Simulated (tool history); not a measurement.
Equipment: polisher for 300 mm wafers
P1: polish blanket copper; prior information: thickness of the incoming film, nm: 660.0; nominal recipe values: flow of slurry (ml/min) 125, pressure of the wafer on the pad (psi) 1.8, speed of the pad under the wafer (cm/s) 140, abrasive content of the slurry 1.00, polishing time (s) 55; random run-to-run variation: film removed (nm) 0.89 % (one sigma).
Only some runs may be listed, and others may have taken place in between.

run	hour	flow of slurry (ml/min)	pressure of the wafer on the pad (psi)	speed of the pad under the wafer (cm/s)	abrasive content of the slurry	polishing time (s)	film removed (nm)
1	2.8	125	1.8	140	1.00	55	115.980
2	5.8	85	2.7	140	1.00	55	155.690
3	8.4	125	1.8	140	1.00	40	84.104
4	13.3	125	1.8	140	1.35	55	124.390
5	18.1	125	1.3	140	1.00	55	82.344
# hour 20.9: slurry blender recalibrated
6	23.5	125	1.8	140	0.75	55	109.080
7	26.1	175	1.8	140	1.00	55	123.360
# hour 29.1: head pressure recalibrated
8	30.7	125	1.8	64	1.00	55	52.706
9	35.4	125	1.8	140	1.00	55	115.900
10	40.5	125	1.8	140	1.00	85	181.130
11	45.6	75	1.8	140	1.00	55	102.260
12	49.7	125	2.4	140	1.00	55	155.460
13	53.9	125	1.8	140	1.00	55	117.860
14	56.7	125	1.8	140	1.00	55	115.400
15	59.4	125	1.8	218	1.00	55	181.120
16	62.4	170	1.8	140	0.65	55	111.260
17	68.0	125	1.8	140	1.00	55	115.650
18	71.3	125	1.8	140	1.00	55	113.400
19	75.9	125	1.8	140	1.00	55	111.580
20	79.6	125	1.8	140	1.00	55	109.720
21	84.1	125	1.8	140	1.00	55	104.870
# hour 86.4: slurry blender recalibrated
22	88.3	125	1.8	140	1.00	55	106.890
# hour 88.6: worn pad replaced by a new one
23	91.2	125	1.8	140	1.00	55	104.320

Estimate the outcome of run 24 from the log above:
24	94.5	125	1.8	140	1.00	55	?

Run 24 gave film removed (nm) 104.460.
